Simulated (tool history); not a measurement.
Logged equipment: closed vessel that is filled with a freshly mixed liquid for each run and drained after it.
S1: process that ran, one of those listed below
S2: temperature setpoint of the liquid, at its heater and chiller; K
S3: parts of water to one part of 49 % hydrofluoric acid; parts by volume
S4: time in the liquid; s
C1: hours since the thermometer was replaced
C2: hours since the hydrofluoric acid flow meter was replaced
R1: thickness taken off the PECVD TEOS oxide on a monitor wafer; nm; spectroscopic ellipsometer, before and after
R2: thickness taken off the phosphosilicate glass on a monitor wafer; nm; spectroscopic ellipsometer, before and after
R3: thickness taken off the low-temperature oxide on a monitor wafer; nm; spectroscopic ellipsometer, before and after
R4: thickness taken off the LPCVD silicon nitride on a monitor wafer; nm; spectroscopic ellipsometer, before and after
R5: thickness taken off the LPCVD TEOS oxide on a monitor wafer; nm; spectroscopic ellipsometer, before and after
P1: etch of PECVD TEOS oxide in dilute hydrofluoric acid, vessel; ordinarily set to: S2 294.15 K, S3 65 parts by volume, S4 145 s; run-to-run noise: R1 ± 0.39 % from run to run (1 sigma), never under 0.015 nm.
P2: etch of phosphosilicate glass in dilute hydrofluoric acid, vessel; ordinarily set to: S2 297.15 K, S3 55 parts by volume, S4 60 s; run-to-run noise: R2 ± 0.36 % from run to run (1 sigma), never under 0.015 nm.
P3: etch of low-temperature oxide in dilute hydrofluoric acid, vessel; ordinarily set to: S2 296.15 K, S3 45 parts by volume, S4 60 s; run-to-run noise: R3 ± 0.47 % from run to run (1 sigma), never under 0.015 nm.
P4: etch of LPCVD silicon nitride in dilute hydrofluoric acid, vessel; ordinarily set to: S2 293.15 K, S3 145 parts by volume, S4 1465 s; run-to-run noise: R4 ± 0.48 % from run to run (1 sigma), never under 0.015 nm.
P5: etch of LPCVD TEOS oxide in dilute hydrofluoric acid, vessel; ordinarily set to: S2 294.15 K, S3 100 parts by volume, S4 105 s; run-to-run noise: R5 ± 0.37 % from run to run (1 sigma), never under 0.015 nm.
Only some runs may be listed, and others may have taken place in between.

run   hour  S1      S2   S3    S4     C1     C2       R1       R2      R3      R4       R5
  1   10.2  P1  294.15   65   145  525.5  210.3  17.4930
  2   22.6  P1  294.15   65   145  537.9  222.7  17.5110
  3   31.3  P2  297.15   55    90  546.6  231.4           231.190
  4   43.2  P3  296.15   45   100  558.5  243.3                    37.974
  5   52.7  P4  293.15  145  1465  568.0  252.8                            4.3903
  6   65.8  P2  297.15   55    60  581.1  265.9           153.410
  7   73.5  P1  294.15   65   145  588.8  273.6  17.3360
  8   81.4  P1  294.15   65   210  596.7  281.5  25.1910
  9   92.7  P3  296.15   25    60  608.0  292.8                    42.016
 10  100.3  P5  294.15  100    30  615.6  300.4                                     6.5316
 11  110.1  P4  293.15  210  1465  625.4  310.2                            3.0908
 12  123.5  P5  300.65  100   105  638.8  323.6                                    29.5460
 13  132.5  P4  293.15  145  2790  647.8  332.6                            8.4509
 14  145.1  P5  294.15   30   105  660.4  345.2                                    82.8780
 15  154.5  P1  290.15   65    50  669.8  354.6   5.0596
 16  168.5  P1  290.15   65   145  683.8  368.6  14.7210
 17  176.8  P1  294.15   65   145  692.1  376.9  17.3140
 18  188.6  P1  294.15   65    30  703.9  388.7   3.5812
 19  195.5  P1  294.15   65   145  710.8  395.6  17.4670
 20  206.1  P5  294.15  100   105  721.4  406.2                                    22.8550
 21  220.1  P1  298.15   65   145  735.4  420.2  20.4460
 22  232.6  P1  294.15   65   145  747.9  432.7  17.5020
 23  246.4  P2  297.15   55    60  761.7  446.5           153.850
 24  260.8  P1  294.15   95   145  776.1  460.9  11.5150
 25  272.2  P1  294.15   25   145  787.5  472.3  47.6860
 26  285.0  P2  297.15  100    60  800.3  485.1            80.047
 27  298.8  P1  294.15   65   145  814.1  498.9  17.3570
 28  312.5  P3  296.15   45    60  827.8  512.6                    22.755
 29  322.3  P3  302.15   45    60  837.6  522.4                    29.093
 30  331.5  P2  305.15   55    60  846.8  531.6           212.650
 31  341.8  P4  298.15  145  1465  857.1  541.9                            6.1953
 32  349.6  P1  294.15   65   145  864.9  549.7  17.3970
 33  360.7  P1  294.15   65   145  876.0  560.8  17.1660
 34  367.5  P1  294.15   65   145  882.8  567.6  16.9590
 35  374.7  P1  294.15   65   145  890.0  574.8  16.7990
 36  386.2  P1  294.15   65   145  901.5  586.3  16.7220
 37  401.3  P1  294.15   65   145  916.6  601.4  16.7150
 38  415.5  P1  294.15   65   145  930.8  615.6  16.5450
 39  423.0  P1  294.15   65   145  938.3  623.1  16.4390
 40  437.7  P1  294.15   65   145  953.0  637.8  16.4520
 41  445.1  P1  294.15   65   145  960.4  645.2  16.4280
 42  458.9  P1  294.15   65   145  974.2  659.0  16.3680

The output of P1 has drifted from where it used to be. Each of the 2 causes below, taken at the size shown beside it, accounts for the log equally well:
A: liquid colder than its thermometer reads (K) = 1.39
B: hydrofluoric acid flow below the setpoint (%) = 5.24
Onset of the creep was near hour 349.6.

The list below offers 4 check runs, each averaging the results of 2 wafers, and shows each result as a question mark. For which of them would the listed causes give clearly different results?
check 1  472.7  P3  296.15   45    60                   ?
check 2  472.7  P2  297.15   55    60               ?
check 3  472.7  P4  293.15  145  1465                       ?
check 4  472.7  P5  294.15  100   105                           ?

Expected result of each check under each candidate cause:
  check  result     if A     if B
check 1      R3   21.446   21.470
check 2      R2  145.490  145.420
check 3      R4   4.0331   4.2025
check 4      R5  21.6130  21.5440
Distance between the nearest two causes, measured in the result of the check that separates them most: check 1 0.11 %; check 2 0.05 %; check 3 4.11 %; check 4 0.32 %
Check 3 distinguishes between the causes, while the remaining checks would return nearly the same result for all of them.

The results of check 3 are: R4 4.2019 nm. Based on these, which of the listed causes is it?

B is the cause: hydrofluoric acid flow below the setpoint (%).
